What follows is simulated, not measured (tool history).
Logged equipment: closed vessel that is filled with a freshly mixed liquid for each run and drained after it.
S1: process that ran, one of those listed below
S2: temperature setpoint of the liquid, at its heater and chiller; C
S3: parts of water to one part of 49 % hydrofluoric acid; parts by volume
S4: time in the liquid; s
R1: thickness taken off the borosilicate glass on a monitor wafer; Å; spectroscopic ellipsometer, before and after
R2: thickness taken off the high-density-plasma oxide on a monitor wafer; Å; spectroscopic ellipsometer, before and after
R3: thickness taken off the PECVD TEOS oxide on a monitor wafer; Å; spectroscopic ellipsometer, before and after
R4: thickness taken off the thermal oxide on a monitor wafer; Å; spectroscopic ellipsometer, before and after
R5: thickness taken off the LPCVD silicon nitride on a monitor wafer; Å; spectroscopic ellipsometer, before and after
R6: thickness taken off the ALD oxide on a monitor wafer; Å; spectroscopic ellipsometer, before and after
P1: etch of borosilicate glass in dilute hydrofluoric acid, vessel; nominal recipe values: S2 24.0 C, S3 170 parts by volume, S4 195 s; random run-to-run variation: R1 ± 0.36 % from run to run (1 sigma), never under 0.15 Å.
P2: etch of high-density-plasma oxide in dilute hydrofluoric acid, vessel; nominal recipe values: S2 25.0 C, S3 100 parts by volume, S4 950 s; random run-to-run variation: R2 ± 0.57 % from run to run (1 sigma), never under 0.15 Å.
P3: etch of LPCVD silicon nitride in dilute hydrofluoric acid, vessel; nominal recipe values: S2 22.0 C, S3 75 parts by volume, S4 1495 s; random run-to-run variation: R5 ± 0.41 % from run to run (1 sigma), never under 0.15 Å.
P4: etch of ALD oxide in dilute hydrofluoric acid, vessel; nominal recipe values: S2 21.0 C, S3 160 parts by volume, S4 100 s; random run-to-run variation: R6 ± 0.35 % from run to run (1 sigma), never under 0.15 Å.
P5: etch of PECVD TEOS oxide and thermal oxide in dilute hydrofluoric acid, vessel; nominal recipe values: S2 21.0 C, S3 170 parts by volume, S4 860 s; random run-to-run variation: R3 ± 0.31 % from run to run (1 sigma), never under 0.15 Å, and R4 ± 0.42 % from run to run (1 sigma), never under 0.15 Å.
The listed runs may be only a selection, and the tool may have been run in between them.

run	hour	S1	S2	S3	S4	R1	R2	R3	R4	R5	R6
1	8.1	P1	24.0	170	195	330.230					
2	14.9	P2	25.0	100	1685		878.25				
3	22.9	P5	21.0	170	860			484.27	188.460		
4	32.8	P1	24.0	170	195	330.430					
5	42.0	P5	21.0	170	405			227.92	88.575		
6	52.0	P1	24.0	170	195	332.330					
7	61.9	P3	22.0	75	65					3.6455	
8	68.2	P2	25.0	160	950		289.03				
9	76.2	P2	25.0	100	950		500.93				
10	83.4	P1	17.0	170	270	347.500					
11	90.3	P3	22.0	140	1495					46.7710	
12	96.6	P1	24.0	170	195	330.930					
13	104.4	P1	18.5	275	195	149.820					
14	114.9	P3	17.0	75	1495					60.7580	
15	125.8	P2	25.0	100	950		494.92				
16	131.5	P1	24.0	170	195	329.310					
17	136.4	P4	21.0	160	100						161.19
18	144.8	P1	24.0	170	195	331.650					
19	150.5	P1	24.0	80	195	785.380					
20	159.6	P1	24.0	170	30	50.878					
21	166.2	P1	29.0	170	195	397.670					

The next listed run, before its measurement:
22	171.5	P1	24.0	290	195	?					

R1: 171.820 Å
